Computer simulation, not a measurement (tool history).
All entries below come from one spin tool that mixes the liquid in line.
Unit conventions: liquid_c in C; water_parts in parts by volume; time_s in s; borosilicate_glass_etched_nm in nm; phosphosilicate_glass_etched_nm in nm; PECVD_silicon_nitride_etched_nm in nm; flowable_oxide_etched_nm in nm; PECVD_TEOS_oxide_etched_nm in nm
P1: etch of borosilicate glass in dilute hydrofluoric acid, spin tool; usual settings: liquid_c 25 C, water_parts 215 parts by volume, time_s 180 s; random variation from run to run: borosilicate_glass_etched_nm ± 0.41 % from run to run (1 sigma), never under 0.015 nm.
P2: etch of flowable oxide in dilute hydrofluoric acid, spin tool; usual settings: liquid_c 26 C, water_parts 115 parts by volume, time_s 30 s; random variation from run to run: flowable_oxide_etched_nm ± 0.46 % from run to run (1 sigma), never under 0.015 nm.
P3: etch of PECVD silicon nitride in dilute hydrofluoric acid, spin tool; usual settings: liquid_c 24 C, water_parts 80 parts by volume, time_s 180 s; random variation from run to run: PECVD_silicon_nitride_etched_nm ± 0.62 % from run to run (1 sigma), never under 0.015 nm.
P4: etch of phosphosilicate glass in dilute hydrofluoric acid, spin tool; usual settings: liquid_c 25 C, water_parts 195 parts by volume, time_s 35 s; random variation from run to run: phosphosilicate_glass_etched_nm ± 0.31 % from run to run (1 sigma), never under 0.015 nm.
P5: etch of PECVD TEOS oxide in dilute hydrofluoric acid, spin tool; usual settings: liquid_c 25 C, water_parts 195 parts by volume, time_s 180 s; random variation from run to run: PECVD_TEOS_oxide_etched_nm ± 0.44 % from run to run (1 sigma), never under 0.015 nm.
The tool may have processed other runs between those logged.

| run | hour | process | liquid_c | water_parts | time_s | hours since the thermometer was replaced | hours since the hydrofluoric acid flow meter was replaced | borosilicate_glass_etched_nm | phosphosilicate_glass_etched_nm | PECVD_silicon_nitride_etched_nm | flowable_oxide_etched_nm | PECVD_TEOS_oxide_etched_nm |
|---|---|---|---|---|---|---|---|---|---|---|---|---|
| 1 | 3.7 | P1 | 25 | 215 | 180 | 2013.2 | 239.2 | 26.381 |  |  |  |  |
| 2 | 8.3 | P1 | 25 | 215 | 100 | 2017.8 | 243.8 | 14.736 |  |  |  |  |
| 3 | 13.5 | P4 | 20.5 | 195 | 35 | 2023 | 249 |  | 13.743 |  |  |  |
| 4 | 17.1 | P1 | 19.5 | 215 | 180 | 2026.6 | 252.6 | 21.375 |  |  |  |  |
| 5 | 24 | P4 | 25 | 195 | 35 | 2033.5 | 259.5 |  | 16.357 |  |  |  |
| 6 | 29.5 | P3 | 24 | 80 | 315 | 2039 | 265 |  |  | 6.6841 |  |  |
| 7 | 34 | P1 | 28.5 | 55 | 180 | 2043.5 | 269.5 | 142.69 |  |  |  |  |
| 8 | 39.1 | P2 | 32 | 115 | 30 | 2048.6 | 274.6 |  |  |  | 14.925 |  |
| 9 | 45.5 | P1 | 25 | 90 | 180 | 2055 | 281 | 73.005 |  |  |  |  |
| 10 | 53.3 | P1 | 25 | 215 | 180 | 2062.8 | 288.8 | 26.162 |  |  |  |  |
| 11 | 59.6 | P1 | 25 | 215 | 180 | 2069.1 | 295.1 | 26.274 |  |  |  |  |
| 12 | 64.1 | P5 | 25 | 355 | 180 | 2073.6 | 299.6 |  |  |  |  | 6.8358 |
| 13 | 69.7 | P2 | 26 | 115 | 30 | 2079.2 | 305.2 |  |  |  | 11.971 |  |
| 14 | 76.8 | P1 | 25 | 340 | 30 | 2086.3 | 312.3 | 2.4439 |  |  |  |  |
| 15 | 81.1 | P5 | 25 | 195 | 340 | 2090.6 | 316.6 |  |  |  |  | 27.609 |
| 16 | 86.2 | P1 | 25 | 350 | 180 | 2095.7 | 321.7 | 14.05 |  |  |  |  |
| 17 | 94.4 | P1 | 30.5 | 215 | 180 | 2103.9 | 329.9 | 31.782 |  |  |  |  |
| 18 | 99.7 | P4 | 25 | 195 | 15 | 2109.2 | 335.2 |  | 6.9747 |  |  |  |
| 19 | 103.4 | P4 | 25 | 300 | 35 | 2112.9 | 338.9 |  | 9.5071 |  |  |  |
| 20 | 111.6 | P1 | 25 | 130 | 75 | 2121.1 | 347.1 | 19.907 |  |  |  |  |
| 21 | 115.7 | P2 | 26 | 30 | 30 | 2125.2 | 351.2 |  |  |  | 51.337 |  |
| 22 | 119.6 | P3 | 24 | 115 | 180 | 2129.1 | 355.1 |  |  | 2.692 |  |  |
| 23 | 123.1 | P3 | 24 | 80 | 180 | 2132.6 | 358.6 |  |  | 3.8401 |  |  |
| 24 | 131.1 | P1 | 25 | 215 | 180 | 2140.6 | 366.6 | 26.37 |  |  |  |  |
| 25 | 139.3 | P5 | 25 | 195 | 180 | 2148.8 | 374.8 |  |  |  |  | 14.541 |
| 26 | 145.5 | P3 | 28.5 | 80 | 180 | 2155 | 381 |  |  | 5.0742 |  |  |
| 27 | 151 | P5 | 25 | 195 | 180 | 2160.5 | 386.5 |  |  |  |  | 14.518 |
| 28 | 157.5 | P1 | 25 | 215 | 300 | 2167 | 393 | 43.981 |  |  |  |  |
| 29 | 163.6 | P5 | 18.5 | 195 | 180 | 2173.1 | 399.1 |  |  |  |  | 11.369 |
| 30 | 169.5 | P2 | 26 | 115 | 15 | 2179 | 405 |  |  |  | 5.9515 |  |
| 31 | 175.4 | P1 | 25 | 215 | 180 | 2184.9 | 410.9 | 26.18 |  |  |  |  |
| 32 | 183.2 | P1 | 25 | 215 | 180 | 2192.7 | 418.7 | 26.841 |  |  |  |  |
| 33 | 187 | P1 | 25 | 215 | 180 | 2196.5 | 422.5 | 27.153 |  |  |  |  |
| 34 | 193.3 | P1 | 25 | 215 | 180 | 2202.8 | 428.8 | 27.591 |  |  |  |  |
| 35 | 198 | P1 | 25 | 215 | 180 | 2207.5 | 433.5 | 27.371 |  |  |  |  |
| 36 | 203.2 | P1 | 25 | 215 | 180 | 2212.7 | 438.7 | 27.824 |  |  |  |  |
| 37 | 207.8 | P1 | 25 | 215 | 180 | 2217.3 | 443.3 | 27.925 |  |  |  |  |
| 38 | 211.4 | P1 | 25 | 215 | 180 | 2220.9 | 446.9 | 27.766 |  |  |  |  |
| 39 | 215.5 | P1 | 25 | 215 | 180 | 2225 | 451 | 27.954 |  |  |  |  |
| 40 | 222.7 | P1 | 25 | 215 | 180 | 2232.2 | 458.2 | 27.81 |  |  |  |  |
| 41 | 229.2 | P1 | 25 | 215 | 180 | 2238.7 | 464.7 | 27.819 |  |  |  |  |
| 42 | 233.5 | P1 | 25 | 215 | 180 | 2243 | 469 | 27.946 |  |  |  |  |

P1 has crept away from where it was. The log is fitted equally well by each of these 2 causes, at the sizes shown:
A: hydrofluoric acid flow above the setpoint (%) = 5
B: liquid hotter than its thermometer reads (K) = 1.68
The process output started creeping at around hour 175.4.

Which of the 4 check runs listed below separates the causes, so that each cause would produce a clearly different result? Each run uses one wafer, and its results are marked with question marks.
| check 1 | 237.8 | P4 | 25 | 195 | 35 |  |  |  | ? |  |  |  |
| check 2 | 237.8 | P2 | 26 | 115 | 30 |  |  |  |  |  | ? |  |
| check 3 | 237.8 | P3 | 24 | 80 | 180 |  |  |  |  | ? |  |  |
| check 4 | 237.8 | P5 | 25 | 195 | 180 |  |  |  |  |  |  | ? |

Check results expected under each cause:
| check | result | if A | if B |
|---|---|---|---|
| check 1 | phosphosilicate_glass_etched_nm | 17.302 | 17.335 |
| check 2 | flowable_oxide_etched_nm | 12.611 | 12.716 |
| check 3 | PECVD_silicon_nitride_etched_nm | 3.9945 | 4.2539 |
| check 4 | PECVD_TEOS_oxide_etched_nm | 15.464 | 15.494 |
Smallest distance between any two causes, each pair judged by its most separating result, in per cent: check 1 0.19 %; check 2 0.83 %; check 3 6.29 %; check 4 0.19 %
Check 3 tells the causes apart: in the others they would give nearly the same result.

The results of check 3 are: PECVD_silicon_nitride_etched_nm 4.2632 nm. Based on these, which of the listed causes is it?

The cause is B: liquid hotter than its thermometer reads (K).
